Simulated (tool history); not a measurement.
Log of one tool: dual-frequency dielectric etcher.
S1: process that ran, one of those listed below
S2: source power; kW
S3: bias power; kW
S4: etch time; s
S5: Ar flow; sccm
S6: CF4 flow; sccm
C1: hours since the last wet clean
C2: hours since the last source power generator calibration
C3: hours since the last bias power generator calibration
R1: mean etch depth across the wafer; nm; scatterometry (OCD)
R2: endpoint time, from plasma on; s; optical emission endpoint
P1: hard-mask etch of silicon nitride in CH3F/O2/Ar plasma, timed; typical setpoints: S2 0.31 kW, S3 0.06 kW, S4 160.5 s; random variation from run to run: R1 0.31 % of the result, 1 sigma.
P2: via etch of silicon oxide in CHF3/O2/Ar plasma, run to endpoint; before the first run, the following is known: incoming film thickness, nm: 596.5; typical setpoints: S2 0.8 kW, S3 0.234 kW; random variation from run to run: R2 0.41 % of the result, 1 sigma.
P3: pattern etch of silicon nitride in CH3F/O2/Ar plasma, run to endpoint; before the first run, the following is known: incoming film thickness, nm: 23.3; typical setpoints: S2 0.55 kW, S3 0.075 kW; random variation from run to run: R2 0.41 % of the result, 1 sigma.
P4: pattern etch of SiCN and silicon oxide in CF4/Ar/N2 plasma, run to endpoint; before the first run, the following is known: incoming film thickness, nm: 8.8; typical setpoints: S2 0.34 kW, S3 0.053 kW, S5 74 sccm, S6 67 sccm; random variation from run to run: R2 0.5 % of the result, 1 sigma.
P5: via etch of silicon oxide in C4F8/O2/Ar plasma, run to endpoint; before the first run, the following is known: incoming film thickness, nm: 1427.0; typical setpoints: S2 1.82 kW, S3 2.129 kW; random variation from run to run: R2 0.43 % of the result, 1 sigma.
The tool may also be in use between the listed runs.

run	hour	S1	S2	S3	S4	S5	S6	C1	C2	C3	R1	R2
1	14.4	P1	0.31	0.06	160.5			107.4	963.9	2425.8	95.692	
2	20.9	P1	0.2	0.06	160.5			113.9	970.4	2432.3	81.417	
3	35.3	P1	0.31	0.06	160.5			128.3	984.8	2446.7	95.792	
4	48.5	P1	0.38	0.06	213.5			141.5	998	2459.9	137.88	
5	57.4	P4	0.34	0.053		74	67	150.4	1006.9	2468.8		13.594
6	64.8	P1	0.31	0.041	160.5			157.8	1014.3	2476.2	84.948	
7	75.4	P1	0.31	0.06	104			168.4	1024.9	2486.8	62.121	
8	86.6	P1	0.31	0.06	160.5			179.6	1036.1	2498	95.676	
9	93.1	P5	1.82	2.129				186.1	1042.6	2504.5		286.43
10	99.5	P1	0.31	0.06	160.5			192.5	1049	2510.9	95.871	
11	111.2	P2	0.8	0.234				204.2	1060.7	2522.6		252.14
12	123.2	P4	0.34	0.053		74	67	216.2	1072.7	2534.6		13.682
13	134.1	P4	0.34	0.053		95	67	227.1	1083.6	2545.5		14.033
14	143.1	P1	0.4	0.06	160.5			236.1	1092.6	2554.5	105.91	
15	153.2	P1	0.31	0.06	197.5			246.2	1102.7	2564.6	118.4	
16	160.5	P1	0.31	0.06	160.5			253.5	1110	2571.9	95.51	
17	170.3	P5	1.82	2.666				263.3	1119.8	2581.7		265.46
18	181.2	P5	1.82	2.129				274.2	1130.7	2592.6		287.09
19	194.8	P5	2.59	2.129				287.8	1144.3	2606.2		247.23
20	208.9	P1	0.31	0.06	160.5			301.9	1158.4	2620.3	96.321	
21	215.4	P1	0.31	0.082	160.5			308.4	1164.9	2626.8	106.75	
22	226.7	P3	0.75	0.075				319.7	1176.2	2638.1		25.474
23	237.1	P1	0.31	0.06	160.5			330.1	1186.6	2648.5	95.852	
24	250.8	P2	0.56	0.234				343.8	1200.3	2662.2		287.61
25	263.6	P4	0.34	0.065		74	67	356.6	1213.1	2675		12.729
26	274	P2	0.8	0.301				367	1223.5	2685.4		229.64
27	286.6	P4	0.34	0.053		74	94	379.6	1236.1	2698		13.046
28	297	P3	0.55	0.075				390	1246.5	2708.4		28.657
29	309.7	P1	0.31	0.082	200.5			402.7	1259.2	2721.1	134.11	
30	320.1	P3	0.55	0.043				413.1	1269.6	2731.5		34.009
31	334	P4	0.4	0.053		74	67	427	1283.5	2745.4		11.751

Forecast run 32:
32	341.2	P1	0.31	0.06	160.5			434.2	1290.7	2752.6	?	

{"run 32": {"R1": 95.956}}
